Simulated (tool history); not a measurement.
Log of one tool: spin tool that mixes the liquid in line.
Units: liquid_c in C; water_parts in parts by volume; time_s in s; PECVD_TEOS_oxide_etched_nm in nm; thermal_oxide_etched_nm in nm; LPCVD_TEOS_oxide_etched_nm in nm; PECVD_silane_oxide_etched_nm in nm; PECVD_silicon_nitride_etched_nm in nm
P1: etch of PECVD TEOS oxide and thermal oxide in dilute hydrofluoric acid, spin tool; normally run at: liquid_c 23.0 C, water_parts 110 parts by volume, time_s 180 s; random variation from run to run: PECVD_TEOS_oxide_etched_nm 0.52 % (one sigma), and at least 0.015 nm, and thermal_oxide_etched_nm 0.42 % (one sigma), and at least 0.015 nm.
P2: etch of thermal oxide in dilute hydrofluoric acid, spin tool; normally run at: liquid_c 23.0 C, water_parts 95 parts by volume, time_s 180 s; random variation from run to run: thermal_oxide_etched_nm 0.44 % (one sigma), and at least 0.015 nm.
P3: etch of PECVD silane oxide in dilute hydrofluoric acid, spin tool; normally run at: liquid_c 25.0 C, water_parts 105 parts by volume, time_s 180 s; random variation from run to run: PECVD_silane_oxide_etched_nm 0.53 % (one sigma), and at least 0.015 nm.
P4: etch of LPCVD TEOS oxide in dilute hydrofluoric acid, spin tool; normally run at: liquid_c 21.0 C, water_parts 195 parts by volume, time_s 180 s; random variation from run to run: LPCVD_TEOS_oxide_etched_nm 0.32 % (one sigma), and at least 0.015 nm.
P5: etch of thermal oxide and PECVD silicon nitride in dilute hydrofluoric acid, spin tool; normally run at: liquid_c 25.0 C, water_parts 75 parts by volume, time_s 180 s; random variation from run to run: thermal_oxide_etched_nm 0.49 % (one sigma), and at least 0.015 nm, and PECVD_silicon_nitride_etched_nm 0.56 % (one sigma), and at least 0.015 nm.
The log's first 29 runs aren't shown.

run	hour	process	liquid_c	water_parts	time_s	hours since the thermometer was replaced	hours since the hydrofluoric acid flow meter was replaced	PECVD_TEOS_oxide_etched_nm	thermal_oxide_etched_nm	LPCVD_TEOS_oxide_etched_nm	PECVD_silane_oxide_etched_nm	PECVD_silicon_nitride_etched_nm
30	125.9	P5	25.0	125	180	40.3	511.6		6.65480			8.6529
31	129.0	P3	25.0	105	25	43.4	514.7				6.4499	
32	134.9	P1	23.0	110	180	49.3	520.6	13.4000	7.11590			
33	137.9	P1	23.0	110	180	52.3	523.6	13.6590	7.33380			
34	141.4	P1	23.0	110	180	55.8	527.1	14.0560	7.43970			
35	146.3	P1	23.0	110	180	60.7	532.0	14.0870	7.55380			
36	149.3	P1	23.0	110	180	63.7	535.0	14.2120	7.62390			
37	152.2	P1	23.0	110	180	66.6	537.9	14.3670	7.71070			
38	156.2	P1	23.0	110	180	70.6	541.9	14.2250	7.70340			
39	161.7	P1	23.0	110	180	76.1	547.4	14.4000	7.81180			
40	165.9	P1	23.0	110	180	80.3	551.6	14.4800	7.70650			
41	169.9	P1	23.0	110	180	84.3	555.6	14.4110	7.75390			

Forecast run 42:
42	173.3	P1	23.0	110	180	87.7	559.0	?	?			

{"run 42": {"PECVD_TEOS_oxide_etched_nm": 14.525, "thermal_oxide_etched_nm": 7.7229}}
